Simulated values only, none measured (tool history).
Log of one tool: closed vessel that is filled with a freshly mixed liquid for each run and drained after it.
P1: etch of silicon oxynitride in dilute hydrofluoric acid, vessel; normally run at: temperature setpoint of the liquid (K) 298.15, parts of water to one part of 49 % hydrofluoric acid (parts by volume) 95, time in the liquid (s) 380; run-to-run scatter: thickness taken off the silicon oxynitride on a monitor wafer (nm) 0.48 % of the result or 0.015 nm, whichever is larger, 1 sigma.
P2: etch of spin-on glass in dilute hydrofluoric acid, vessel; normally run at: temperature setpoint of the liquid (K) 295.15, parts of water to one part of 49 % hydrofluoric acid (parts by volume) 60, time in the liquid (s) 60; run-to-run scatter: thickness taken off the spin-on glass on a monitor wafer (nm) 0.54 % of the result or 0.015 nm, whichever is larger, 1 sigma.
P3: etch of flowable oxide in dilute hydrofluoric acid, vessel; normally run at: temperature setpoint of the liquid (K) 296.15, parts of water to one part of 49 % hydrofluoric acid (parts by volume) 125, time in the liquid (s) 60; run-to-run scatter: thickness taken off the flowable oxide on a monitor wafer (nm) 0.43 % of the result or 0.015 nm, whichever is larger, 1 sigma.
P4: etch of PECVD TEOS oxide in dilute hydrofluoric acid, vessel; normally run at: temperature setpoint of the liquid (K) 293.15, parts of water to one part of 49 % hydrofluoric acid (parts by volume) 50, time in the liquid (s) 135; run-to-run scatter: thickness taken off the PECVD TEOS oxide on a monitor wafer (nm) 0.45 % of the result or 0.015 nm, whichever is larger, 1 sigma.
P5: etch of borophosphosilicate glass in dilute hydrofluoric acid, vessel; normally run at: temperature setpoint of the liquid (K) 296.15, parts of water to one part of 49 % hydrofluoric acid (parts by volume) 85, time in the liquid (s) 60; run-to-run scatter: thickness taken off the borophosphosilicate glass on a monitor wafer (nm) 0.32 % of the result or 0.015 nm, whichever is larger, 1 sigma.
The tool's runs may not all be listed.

| run | hour | process that ran | temperature setpoint of the liquid (K) | parts of water to one part of 49 % hydrofluoric acid (parts by volume) | time in the liquid (s) | hours since the thermometer was replaced | hours since the hydrofluoric acid flow meter was replaced | thickness taken off the silicon oxynitride on a monitor wafer (nm) | thickness taken off the PECVD TEOS oxide on a monitor wafer (nm) | thickness taken off the spin-on glass on a monitor wafer (nm) | thickness taken off the flowable oxide on a monitor wafer (nm) | thickness taken off the borophosphosilicate glass on a monitor wafer (nm) |
|---|---|---|---|---|---|---|---|---|---|---|---|---|
| 1 | 4.9 | P1 | 298.15 | 95 | 380 | 357.3 | 764.6 | 13.6150 |  |  |  |  |
| 2 | 10.1 | P4 | 293.15 | 50 | 135 | 362.5 | 769.8 |  | 51.882 |  |  |  |
| 3 | 14.2 | P2 | 295.15 | 60 | 60 | 366.6 | 773.9 |  |  | 23.248 |  |  |
| 4 | 19.1 | P1 | 293.65 | 95 | 380 | 371.5 | 778.8 | 10.8850 |  |  |  |  |
| 5 | 24.2 | P1 | 298.15 | 95 | 165 | 376.6 | 783.9 | 5.8529 |  |  |  |  |
| 6 | 29.4 | P4 | 293.15 | 50 | 200 | 381.8 | 789.1 |  | 76.940 |  |  |  |
| 7 | 33.9 | P3 | 296.15 | 125 | 60 | 386.3 | 793.6 |  |  |  | 23.043 |  |
| 8 | 39.6 | P4 | 293.15 | 50 | 135 | 392.0 | 799.3 |  | 52.200 |  |  |  |
| 9 | 47.2 | P1 | 298.15 | 95 | 380 | 399.6 | 806.9 | 13.5800 |  |  |  |  |
| 10 | 53.2 | P1 | 298.15 | 95 | 590 | 405.6 | 812.9 | 21.1580 |  |  |  |  |
| 11 | 61.6 | P1 | 302.65 | 95 | 380 | 414.0 | 821.3 | 16.5750 |  |  |  |  |
| 12 | 69.6 | P1 | 298.15 | 95 | 380 | 422.0 | 829.3 | 13.5760 |  |  |  |  |
| 13 | 73.8 | P4 | 301.65 | 50 | 135 | 426.2 | 833.5 |  | 73.741 |  |  |  |
| 14 | 78.8 | P5 | 290.15 | 85 | 60 | 431.2 | 838.5 |  |  |  |  | 26.632 |
| 15 | 84.8 | P2 | 295.15 | 60 | 105 | 437.2 | 844.5 |  |  | 40.002 |  |  |
| 16 | 89.3 | P5 | 296.15 | 25 | 60 | 441.7 | 849.0 |  |  |  |  | 125.630 |
| 17 | 95.7 | P3 | 296.15 | 205 | 60 | 448.1 | 855.4 |  |  |  | 12.859 |  |
| 18 | 100.7 | P2 | 295.15 | 60 | 60 | 453.1 | 860.4 |  |  | 22.900 |  |  |
| 19 | 108.7 | P1 | 298.15 | 95 | 380 | 461.1 | 868.4 | 13.5740 |  |  |  |  |
| 20 | 117.1 | P3 | 296.15 | 125 | 105 | 469.5 | 876.8 |  |  |  | 40.182 |  |
| 21 | 122.6 | P1 | 298.15 | 55 | 590 | 475.0 | 882.3 | 37.6290 |  |  |  |  |
| 22 | 128.8 | P3 | 303.65 | 125 | 60 | 481.2 | 888.5 |  |  |  | 30.433 |  |
| 23 | 136.5 | P5 | 296.15 | 85 | 95 | 488.9 | 896.2 |  |  |  |  | 54.185 |
| 24 | 144.5 | P1 | 298.15 | 95 | 380 | 496.9 | 904.2 | 13.5950 |  |  |  |  |
| 25 | 150.3 | P2 | 295.15 | 20 | 60 | 502.7 | 910.0 |  |  | 72.272 |  |  |
| 26 | 157.0 | P2 | 290.15 | 60 | 60 | 509.4 | 916.7 |  |  | 18.787 |  |  |
| 27 | 161.4 | P3 | 296.15 | 125 | 60 | 513.8 | 921.1 |  |  |  | 22.904 |  |
|  | 165.1 | thermometer replaced |
| 28 | 170.2 | P1 | 298.15 | 45 | 380 | 5.2 | 929.9 | 29.7950 |  |  |  |  |
| 29 | 175.9 | P4 | 293.15 | 20 | 135 | 10.9 | 935.6 |  | 134.940 |  |  |  |
| 30 | 184.5 | P1 | 298.15 | 170 | 380 | 19.5 | 944.2 | 7.1073 |  |  |  |  |
| 31 | 189.9 | P5 | 296.15 | 85 | 60 | 24.9 | 949.6 |  |  |  |  | 34.245 |
| 32 | 195.8 | P1 | 298.15 | 95 | 380 | 30.8 | 955.5 | 13.5450 |  |  |  |  |
| 33 | 199.8 | P1 | 298.15 | 95 | 380 | 34.8 | 959.5 | 13.8770 |  |  |  |  |
| 34 | 207.2 | P1 | 298.15 | 95 | 380 | 42.2 | 966.9 | 14.3100 |  |  |  |  |
| 35 | 211.4 | P1 | 298.15 | 95 | 380 | 46.4 | 971.1 | 14.5320 |  |  |  |  |
| 36 | 217.2 | P1 | 298.15 | 95 | 380 | 52.2 | 976.9 | 14.7140 |  |  |  |  |
| 37 | 225.0 | P1 | 298.15 | 95 | 380 | 60.0 | 984.7 | 14.8620 |  |  |  |  |
| 38 | 233.7 | P1 | 298.15 | 95 | 380 | 68.7 | 993.4 | 14.9030 |  |  |  |  |
| 39 | 239.3 | P1 | 298.15 | 95 | 380 | 74.3 | 999.0 | 15.0630 |  |  |  |  |
| 40 | 245.8 | P1 | 298.15 | 95 | 380 | 80.8 | 1005.5 | 14.9510 |  |  |  |  |
| 41 | 251.7 | P1 | 298.15 | 95 | 380 | 86.7 | 1011.4 | 14.9850 |  |  |  |  |

What P1 gives has crept away from where it was. These 2 causes fit the log equally well, each at the size given:
A: liquid hotter than its thermometer reads (K) = 2.2
B: hydrofluoric acid flow above the setpoint (%) = 9.91
The creep began at about hour 195.8.

4 check runs are offered, one wafer each, their results left as question marks. Which one tells the causes apart?
| check 1 | 257.6 | P2 | 295.15 | 45 | 60 |  |  |  |  | ? |  |  |
| check 2 | 257.6 | P5 | 296.15 | 30 | 85 |  |  |  |  |  |  | ? |
| check 3 | 257.6 | P4 | 296.65 | 20 | 135 |  |  |  | ? |  |  |  |
| check 4 | 257.6 | P3 | 302.15 | 180 | 60 |  |  |  |  |  | ? |  |

What each check would give under each cause:
| check | result | if A | if B |
|---|---|---|---|
| check 1 | thickness taken off the spin-on glass on a monitor wafer (nm) | 34.182 | 34.462 |
| check 2 | thickness taken off the borophosphosilicate glass on a monitor wafer (nm) | 161.440 | 162.390 |
| check 3 | thickness taken off the PECVD TEOS oxide on a monitor wafer (nm) | 171.820 | 172.550 |
| check 4 | thickness taken off the flowable oxide on a monitor wafer (nm) | 20.168 | 20.939 |
How far apart the two closest causes lie, in the result that separates them most: check 1 0.82 %; check 2 0.59 %; check 3 0.43 %; check 4 3.76 %
Check 4 tells the causes apart: in the others they would give nearly the same result.

Then check 4 was run and gave: thickness taken off the flowable oxide on a monitor wafer (nm) 20.985. Which cause is it?

It is B: hydrofluoric acid flow above the setpoint (%).
